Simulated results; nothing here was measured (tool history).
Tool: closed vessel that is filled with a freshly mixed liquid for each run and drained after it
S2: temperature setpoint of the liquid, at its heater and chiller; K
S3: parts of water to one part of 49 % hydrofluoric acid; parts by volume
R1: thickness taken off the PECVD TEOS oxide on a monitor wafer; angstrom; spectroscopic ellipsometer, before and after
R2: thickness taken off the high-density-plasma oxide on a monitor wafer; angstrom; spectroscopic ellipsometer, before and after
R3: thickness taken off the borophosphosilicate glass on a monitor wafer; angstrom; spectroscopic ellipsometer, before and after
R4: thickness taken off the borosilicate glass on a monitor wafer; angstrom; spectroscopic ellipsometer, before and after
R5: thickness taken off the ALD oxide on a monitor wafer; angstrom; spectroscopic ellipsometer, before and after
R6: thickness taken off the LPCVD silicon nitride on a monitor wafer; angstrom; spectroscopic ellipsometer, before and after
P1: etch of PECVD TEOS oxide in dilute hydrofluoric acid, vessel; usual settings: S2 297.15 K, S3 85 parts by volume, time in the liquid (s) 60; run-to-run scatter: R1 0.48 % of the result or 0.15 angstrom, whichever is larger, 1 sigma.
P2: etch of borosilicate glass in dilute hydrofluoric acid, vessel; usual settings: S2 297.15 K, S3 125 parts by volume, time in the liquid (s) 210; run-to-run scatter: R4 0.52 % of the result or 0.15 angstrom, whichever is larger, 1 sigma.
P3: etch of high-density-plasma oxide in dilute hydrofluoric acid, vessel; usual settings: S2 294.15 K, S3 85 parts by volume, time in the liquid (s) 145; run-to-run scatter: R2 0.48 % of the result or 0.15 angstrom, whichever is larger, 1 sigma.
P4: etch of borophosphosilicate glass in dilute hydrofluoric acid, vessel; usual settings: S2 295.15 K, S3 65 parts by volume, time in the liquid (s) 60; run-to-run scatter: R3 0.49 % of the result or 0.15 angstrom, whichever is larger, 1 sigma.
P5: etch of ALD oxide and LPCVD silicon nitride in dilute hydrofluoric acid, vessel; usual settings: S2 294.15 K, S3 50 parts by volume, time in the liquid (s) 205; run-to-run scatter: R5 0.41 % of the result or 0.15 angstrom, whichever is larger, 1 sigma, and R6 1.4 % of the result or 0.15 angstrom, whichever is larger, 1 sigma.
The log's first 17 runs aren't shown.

{"run": 18, "hour": 208.8, "process that ran": "P1", "S2": 293.15, "S3": 30, "time in the liquid (s)": 60, "R1": 398.99}
{"run": 19, "hour": 222.4, "process that ran": "P5", "S2": 294.15, "S3": 50, "time in the liquid (s)": 205, "R5": 435.54, "R6": 14.846}
{"run": 20, "hour": 236.9, "process that ran": "P1", "S2": 297.15, "S3": 130, "time in the liquid (s)": 60, "R1": 96.341}
{"run": 21, "hour": 247.5, "process that ran": "P5", "S2": 294.15, "S3": 50, "time in the liquid (s)": 330, "R5": 699.11, "R6": 23.625}
{"run": 22, "hour": 260.4, "process that ran": "P2", "S2": 297.15, "S3": 125, "time in the liquid (s)": 90, "R4": 159.48}
{"run": 23, "hour": 272.4, "process that ran": "P3", "S2": 294.15, "S3": 85, "time in the liquid (s)": 30, "R2": 22.45}
{"run": 24, "hour": 278.9, "process that ran": "P1", "S2": 297.15, "S3": 85, "time in the liquid (s)": 60, "R1": 154.17}
{"run": 25, "hour": 290.0, "process that ran": "P1", "S2": 297.15, "S3": 85, "time in the liquid (s)": 85, "R1": 220.51}
{"run": 26, "hour": 300.6, "process that ran": "P5", "S2": 290.15, "S3": 50, "time in the liquid (s)": 205, "R5": 368.71, "R6": 11.807}
{"run": 27, "hour": 311.8, "process that ran": "P4", "S2": 295.15, "S3": 65, "time in the liquid (s)": 60, "R3": 776.38}
{"run": 28, "hour": 320.1, "process that ran": "P4", "S2": 290.15, "S3": 65, "time in the liquid (s)": 60, "R3": 631.36}
{"run": 29, "hour": 330.8, "process that ran": "P5", "S2": 294.15, "S3": 50, "time in the liquid (s)": 205, "R5": 437.92, "R6": 14.997}
{"run": 30, "hour": 344.0, "process that ran": "P1", "S2": 297.15, "S3": 85, "time in the liquid (s)": 30, "R1": 77.11}
{"run": 31, "hour": 352.6, "process that ran": "P3", "S2": 294.15, "S3": 85, "time in the liquid (s)": 145, "R2": 108.71}

Run 32 comes next. What will it give?
{"run": 32, "hour": 367.0, "process that ran": "P1", "S2": 302.15, "S3": 85, "time in the liquid (s)": 60, "R1": "?"}

R1: 188.930 angstrom
